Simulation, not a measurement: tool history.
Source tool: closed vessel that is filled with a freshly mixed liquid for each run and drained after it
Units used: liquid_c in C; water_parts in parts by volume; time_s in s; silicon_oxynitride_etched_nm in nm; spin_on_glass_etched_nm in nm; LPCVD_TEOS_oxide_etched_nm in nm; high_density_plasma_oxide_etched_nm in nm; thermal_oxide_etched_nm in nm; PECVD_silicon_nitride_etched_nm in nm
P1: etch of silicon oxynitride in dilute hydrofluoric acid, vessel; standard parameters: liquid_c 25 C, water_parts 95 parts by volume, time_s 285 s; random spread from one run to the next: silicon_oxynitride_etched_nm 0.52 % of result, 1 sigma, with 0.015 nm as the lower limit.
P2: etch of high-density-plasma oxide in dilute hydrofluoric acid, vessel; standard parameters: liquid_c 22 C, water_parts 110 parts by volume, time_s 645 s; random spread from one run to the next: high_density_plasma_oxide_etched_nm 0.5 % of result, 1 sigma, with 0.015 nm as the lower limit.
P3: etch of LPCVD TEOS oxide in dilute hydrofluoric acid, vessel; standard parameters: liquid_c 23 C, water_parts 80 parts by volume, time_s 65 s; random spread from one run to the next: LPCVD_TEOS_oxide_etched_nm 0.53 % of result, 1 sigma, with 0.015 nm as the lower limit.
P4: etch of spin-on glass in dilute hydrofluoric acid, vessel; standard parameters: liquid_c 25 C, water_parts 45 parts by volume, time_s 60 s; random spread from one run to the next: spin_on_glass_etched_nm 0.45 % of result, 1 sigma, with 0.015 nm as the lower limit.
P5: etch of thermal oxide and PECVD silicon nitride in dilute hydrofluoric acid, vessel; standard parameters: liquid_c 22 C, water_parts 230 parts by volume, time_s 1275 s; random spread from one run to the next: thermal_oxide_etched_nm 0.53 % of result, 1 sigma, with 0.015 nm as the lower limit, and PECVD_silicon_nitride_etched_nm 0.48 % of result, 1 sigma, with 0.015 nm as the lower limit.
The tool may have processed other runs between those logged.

run	hour	process	liquid_c	water_parts	time_s	hours since the thermometer was replaced	hours since the hydrofluoric acid flow meter was replaced	silicon_oxynitride_etched_nm	spin_on_glass_etched_nm	LPCVD_TEOS_oxide_etched_nm	high_density_plasma_oxide_etched_nm	thermal_oxide_etched_nm	PECVD_silicon_nitride_etched_nm
1	9.9	P1	25	95	285	542.3	1619.6	15.166					
2	21.7	P1	25	95	85	554.1	1631.4	4.485					
3	29.3	P4	25	45	95	561.7	1639		97.718				
4	37.4	P1	25	135	285	569.8	1647.1	10.265					
5	44.9	P3	23	80	65	577.3	1654.6			31.949			
6	52.2	P1	29.5	95	285	584.6	1661.9	18.597					
7	63.8	P3	23	80	30	596.2	1673.5			14.648			
8	70.7	P1	25	40	50	603.1	1680.4	6.635					
9	80.4	P3	27.5	80	65	612.8	1690.1			37.814			
10	87.1	P2	17	110	645	619.5	1696.8				21.979		
11	98.1	P1	25	95	285	630.5	1707.8	15.123					
12	105.5	P4	25	45	60	637.9	1715.2		61.317				
13	111.9	P2	22	110	1260	644.3	1721.6				52.878		
14	123.7	P4	19.5	45	60	656.1	1733.4		48.746				
15	135.1	P5	17	230	1275	667.5	1744.8					17.494	13.703
16	140.9	P1	25	95	285	673.3	1750.6	15.078					
17	152.3	P3	23	45	65	684.7	1762			59.293			
18	160.1	P1	20.5	45	285	692.5	1769.8	26.662					
19	167.8	P1	25	95	285	700.2	1777.5	15.214					
20	177	P1	25	95	285	709.4	1786.7	15.148					
21	184.4	P1	25	25	285	716.8	1794.1	60.936					
22	196.2	P2	22	110	645	728.6	1805.9				27.09		
23	206.4	P1	25	95	500	738.8	1816.1	26.711					
# hour 213.1: hydrofluoric acid flow meter replaced
24	217.7	P4	25	80	60	750.1	4.6		33.162				
25	227.9	P5	22	230	1275	760.3	14.8					21.244	19.196
26	238.1	P1	19.5	95	285	770.5	25	11.572					
27	250.7	P1	25	95	285	783.1	37.6	15.249					
28	256.9	P2	22	45	645	789.3	43.8				71.526		
29	266	P5	22	55	1275	798.4	52.9					106.74	77.202
30	271.7	P4	25	45	60	804.1	58.6		61.219				
31	282.8	P1	25	175	405	815.2	69.7	10.808					
32	294.2	P1	25	95	285	826.6	81.1	15.061					
33	302.5	P5	22	230	1275	834.9	89.4					21.044	19.257
34	312.1	P5	22	230	1890	844.5	99					31.368	28.158
35	322.9	P1	25	95	285	855.3	109.8	15.049					
36	335.5	P1	25	95	285	867.9	122.4	15.624					
37	346.5	P1	25	95	285	878.9	133.4	15.85					
38	352.8	P1	25	95	285	885.2	139.7	15.875					
39	363.5	P1	25	95	285	895.9	150.4	16.003					
40	373.6	P1	25	95	285	906	160.5	15.968					
41	382.1	P1	25	95	285	914.5	169	16.09					
42	390	P1	25	95	285	922.4	176.9	16.11					
43	396.2	P1	25	95	285	928.6	183.1	16.138					
44	403.9	P1	25	95	285	936.3	190.8	16.135					
45	413.5	P1	25	95	285	945.9	200.4	16.28					
46	420.2	P1	25	95	285	952.6	207.1	16.107					

Compared with where it was, what P1 gives has crept away. Each cause listed below fits the log as well as the rest, at the size given for it:
A: liquid hotter than its thermometer reads (K) = 1.42
B: hydrofluoric acid flow above the setpoint (%) = 6.32
The onset of the drift is placed at about hour 322.9.

Of the 4 check runs listed below, each run on one wafer and each result written as a question mark, which would let you distinguish the listed causes because they would give clearly different results?
check 1	426.9	P5	17	100	1275							?	?
check 2	426.9	P2	22	50	945						?		
check 3	426.9	P3	23	45	30					?			
check 4	426.9	P4	25	75	85				?				

If the cause were each of the candidates in turn, the checks would give the following:
check	result	if A	if B
check 1	thermal_oxide_etched_nm	48.291	48.674
check 1	PECVD_silicon_nitride_etched_nm	33.823	32.523
check 2	high_density_plasma_oxide_etched_nm	99.461	100.06
check 3	LPCVD_TEOS_oxide_etched_nm	28.895	29.064
check 4	spin_on_glass_etched_nm	53.074	53.644
Distance between the nearest two causes, measured in the result of the check that separates them most: check 1 3.92 %; check 2 0.6 %; check 3 0.58 %; check 4 1.07 %
Only in check 1 would the causes give clearly different results; in the remaining checks their results would be nearly the same.

Then check 1 was run and gave: thermal_oxide_etched_nm 48.231 nm; PECVD_silicon_nitride_etched_nm 33.774 nm. Which cause is it?

A is the cause: liquid hotter than its thermometer reads (K).
